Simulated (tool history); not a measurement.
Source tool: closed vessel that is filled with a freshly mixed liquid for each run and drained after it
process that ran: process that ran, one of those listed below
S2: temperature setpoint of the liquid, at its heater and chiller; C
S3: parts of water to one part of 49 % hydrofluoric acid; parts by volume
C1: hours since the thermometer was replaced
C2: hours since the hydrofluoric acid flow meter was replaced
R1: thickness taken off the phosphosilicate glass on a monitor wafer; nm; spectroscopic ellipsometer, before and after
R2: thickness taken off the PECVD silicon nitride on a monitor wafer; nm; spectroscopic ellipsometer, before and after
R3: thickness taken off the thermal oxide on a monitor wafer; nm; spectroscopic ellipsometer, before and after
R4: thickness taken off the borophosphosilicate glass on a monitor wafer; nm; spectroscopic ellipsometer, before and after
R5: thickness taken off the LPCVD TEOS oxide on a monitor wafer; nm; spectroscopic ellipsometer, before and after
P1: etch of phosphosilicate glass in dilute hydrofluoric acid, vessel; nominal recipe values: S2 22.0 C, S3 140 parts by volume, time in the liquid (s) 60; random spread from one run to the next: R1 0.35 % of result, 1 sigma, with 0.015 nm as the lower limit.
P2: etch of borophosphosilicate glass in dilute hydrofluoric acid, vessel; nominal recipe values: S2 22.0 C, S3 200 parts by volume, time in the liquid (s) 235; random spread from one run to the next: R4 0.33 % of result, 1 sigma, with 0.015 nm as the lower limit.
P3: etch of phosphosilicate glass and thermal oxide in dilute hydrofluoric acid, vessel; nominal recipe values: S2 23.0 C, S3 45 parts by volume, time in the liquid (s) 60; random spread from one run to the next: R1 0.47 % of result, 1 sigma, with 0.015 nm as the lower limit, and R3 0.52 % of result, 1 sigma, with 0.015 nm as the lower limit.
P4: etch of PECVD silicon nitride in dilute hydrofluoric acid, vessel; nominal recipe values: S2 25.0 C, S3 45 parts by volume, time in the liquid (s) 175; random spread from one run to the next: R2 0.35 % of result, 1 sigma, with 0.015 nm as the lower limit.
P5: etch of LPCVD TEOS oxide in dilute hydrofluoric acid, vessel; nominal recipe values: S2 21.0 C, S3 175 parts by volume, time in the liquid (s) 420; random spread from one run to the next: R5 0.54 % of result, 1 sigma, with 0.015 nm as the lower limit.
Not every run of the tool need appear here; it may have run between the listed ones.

run 1 hour=3.1 | process_that_ran=P1 S2=22.0 S3=140 time_in_the_liquid_(s)=60 | C1=215.1 C2=1016.6 | R1=55.460
run 2 hour=6.3 | process_that_ran=P4 S2=25.0 S3=45 time_in_the_liquid_(s)=280 | C1=218.3 C2=1019.8 | R2=18.9590
run 3 hour=10.3 | process_that_ran=P1 S2=22.0 S3=140 time_in_the_liquid_(s)=115 | C1=222.3 C2=1023.8 | R1=105.250
run 4 hour=14.8 | process_that_ran=P1 S2=22.0 S3=140 time_in_the_liquid_(s)=60 | C1=226.8 C2=1028.3 | R1=55.722
run 5 hour=17.4 | process_that_ran=P3 S2=23.0 S3=20 time_in_the_liquid_(s)=60 | C1=229.4 C2=1030.9 | R1=448.220 R3=15.1090
run 6 hour=21.5 | process_that_ran=P1 S2=22.0 S3=230 time_in_the_liquid_(s)=60 | C1=233.5 C2=1035.0 | R1=30.581
run 7 hour=25.5 | process_that_ran=P1 S2=22.0 S3=140 time_in_the_liquid_(s)=60 | C1=237.5 C2=1039.0 | R1=55.105
run 8 hour=28.1 | process_that_ran=P4 S2=25.0 S3=45 time_in_the_liquid_(s)=175 | C1=240.1 C2=1041.6 | R2=11.8880
run 9 hour=30.7 | process_that_ran=P2 S2=22.0 S3=295 time_in_the_liquid_(s)=235 | C1=242.7 C2=1044.2 | R4=20.280
run 10 hour=35.4 | process_that_ran=P2 S2=22.0 S3=200 time_in_the_liquid_(s)=235 | C1=247.4 C2=1048.9 | R4=32.774
run 11 hour=40.9 | process_that_ran=P1 S2=22.0 S3=80 time_in_the_liquid_(s)=60 | C1=252.9 C2=1054.4 | R1=103.900
run 12 hour=46.2 | process_that_ran=P2 S2=22.0 S3=200 time_in_the_liquid_(s)=235 | C1=258.2 C2=1059.7 | R4=32.806
run 13 hour=50.6 | process_that_ran=P1 S2=22.0 S3=85 time_in_the_liquid_(s)=95 | C1=262.6 C2=1064.1 | R1=153.580
run 14 hour=54.2 | process_that_ran=P5 S2=21.0 S3=175 time_in_the_liquid_(s)=775 | C1=266.2 C2=1067.7 | R5=61.698
run 15 hour=58.2 | process_that_ran=P1 S2=26.0 S3=140 time_in_the_liquid_(s)=60 | C1=270.2 C2=1071.7 | R1=64.276
run 16 hour=63.5 | process_that_ran=P3 S2=23.0 S3=45 time_in_the_liquid_(s)=30 | C1=275.5 C2=1077.0 | R1=96.957 R3=3.2433
run 17 hour=67.7 | process_that_ran=P5 S2=21.0 S3=175 time_in_the_liquid_(s)=420 | C1=279.7 C2=1081.2 | R5=33.162
-- hour=71.3 hydrofluoric acid flow meter replaced
run 18 hour=72.5 | process_that_ran=P1 S2=22.0 S3=140 time_in_the_liquid_(s)=30 | C1=284.5 C2=1.2 | R1=27.596
run 19 hour=75.9 | process_that_ran=P3 S2=23.0 S3=45 time_in_the_liquid_(s)=60 | C1=287.9 C2=4.6 | R1=192.020 R3=6.4800
run 20 hour=80.0 | process_that_ran=P1 S2=22.0 S3=140 time_in_the_liquid_(s)=60 | C1=292.0 C2=8.7 | R1=55.307
run 21 hour=85.0 | process_that_ran=P3 S2=23.0 S3=45 time_in_the_liquid_(s)=60 | C1=297.0 C2=13.7 | R1=195.030 R3=6.4026
run 22 hour=89.6 | process_that_ran=P4 S2=17.0 S3=45 time_in_the_liquid_(s)=175 | C1=301.6 C2=18.3 | R2=6.8580
run 23 hour=92.5 | process_that_ran=P4 S2=25.0 S3=45 time_in_the_liquid_(s)=175 | C1=304.5 C2=21.2 | R2=11.9110
run 24 hour=97.7 | process_that_ran=P5 S2=21.0 S3=110 time_in_the_liquid_(s)=420 | C1=309.7 C2=26.4 | R5=56.906
run 25 hour=102.0 | process_that_ran=P2 S2=18.5 S3=200 time_in_the_liquid_(s)=235 | C1=314.0 C2=30.7 | R4=28.666
run 26 hour=104.6 | process_that_ran=P4 S2=25.0 S3=70 time_in_the_liquid_(s)=175 | C1=316.6 C2=33.3 | R2=7.6668
run 27 hour=107.2 | process_that_ran=P5 S2=17.0 S3=175 time_in_the_liquid_(s)=420 | C1=319.2 C2=35.9 | R5=28.625
run 28 hour=110.8 | process_that_ran=P1 S2=17.0 S3=140 time_in_the_liquid_(s)=60 | C1=322.8 C2=39.5 | R1=45.218
run 29 hour=114.9 | process_that_ran=P3 S2=17.5 S3=45 time_in_the_liquid_(s)=60 | C1=326.9 C2=43.6 | R1=152.590 R3=5.1610
run 30 hour=118.5 | process_that_ran=P2 S2=22.0 S3=200 time_in_the_liquid_(s)=380 | C1=330.5 C2=47.2 | R4=52.918
run 31 hour=124.0 | process_that_ran=P1 S2=22.0 S3=140 time_in_the_liquid_(s)=60 | C1=336.0 C2=52.7 | R1=55.157
run 32 hour=127.8 | process_that_ran=P1 S2=22.0 S3=140 time_in_the_liquid_(s)=60 | C1=339.8 C2=56.5 | R1=55.196
run 33 hour=132.4 | process_that_ran=P1 S2=22.0 S3=140 time_in_the_liquid_(s)=60 | C1=344.4 C2=61.1 | R1=56.510
run 34 hour=137.5 | process_that_ran=P1 S2=22.0 S3=140 time_in_the_liquid_(s)=60 | C1=349.5 C2=66.2 | R1=56.854
run 35 hour=142.7 | process_that_ran=P1 S2=22.0 S3=140 time_in_the_liquid_(s)=60 | C1=354.7 C2=71.4 | R1=57.668
run 36 hour=147.4 | process_that_ran=P1 S2=22.0 S3=140 time_in_the_liquid_(s)=60 | C1=359.4 C2=76.1 | R1=58.463
run 37 hour=152.2 | process_that_ran=P1 S2=22.0 S3=140 time_in_the_liquid_(s)=60 | C1=364.2 C2=80.9 | R1=58.094
run 38 hour=157.3 | process_that_ran=P1 S2=22.0 S3=140 time_in_the_liquid_(s)=60 | C1=369.3 C2=86.0 | R1=58.056
run 39 hour=161.0 | process_that_ran=P1 S2=22.0 S3=140 time_in_the_liquid_(s)=60 | C1=373.0 C2=89.7 | R1=58.718
run 40 hour=165.4 | process_that_ran=P1 S2=22.0 S3=140 time_in_the_liquid_(s)=60 | C1=377.4 C2=94.1 | R1=58.735
run 41 hour=169.8 | process_that_ran=P1 S2=22.0 S3=140 time_in_the_liquid_(s)=60 | C1=381.8 C2=98.5 | R1=58.531
run 42 hour=172.8 | process_that_ran=P1 S2=22.0 S3=140 time_in_the_liquid_(s)=60 | C1=384.8 C2=101.5 | R1=58.663
run 43 hour=177.5 | process_that_ran=P1 S2=22.0 S3=140 time_in_the_liquid_(s)=60 | C1=389.5 C2=106.2 | R1=58.276

P1 has crept away from where it was. The log is fitted equally well by each of these 2 causes, at the sizes shown:
A: hydrofluoric acid flow above the setpoint (%) = 5.21
B: liquid hotter than its thermometer reads (K) = 1.51
The drift started at roughly hour 127.8.

Each of the 4 check runs below uses one wafer; its results are left as question marks. Which run tells the causes apart?
run check 1 hour=182.2 | process_that_ran=P2 S2=22.0 S3=200 time_in_the_liquid_(s)=235 | R4=?
run check 2 hour=182.2 | process_that_ran=P3 S2=23.0 S3=45 time_in_the_liquid_(s)=60 | R1=? R3=?
run check 3 hour=182.2 | process_that_ran=P4 S2=25.0 S3=45 time_in_the_liquid_(s)=175 | R2=?
run check 4 hour=182.2 | process_that_ran=P5 S2=21.0 S3=175 time_in_the_liquid_(s)=420 | R5=?

Outcome of each check run for each possible cause:
check=check_1 result=R4 if_A=34.909 if_B=34.755
check=check_2 result=R1 if_A=204.420 if_B=206.220
check=check_2 result=R3 if_A=6.7985 if_B=6.8585
check=check_3 result=R2 if_A=12.4830 if_B=13.1370
check=check_4 result=R5 if_A=35.476 if_B=35.415
Gap, in per cent, between the two causes that each check separates least, read from the result that separates them most: check 1 0.44 %; check 2 0.88 %; check 3 5.11 %; check 4 0.17 %
Only check 3 tells the causes apart: in the others they would give nearly the same result.

Running check 3 produced the following: R2 12.4660 nm. Which one of the listed causes fits?

A is the cause: hydrofluoric acid flow above the setpoint (%).
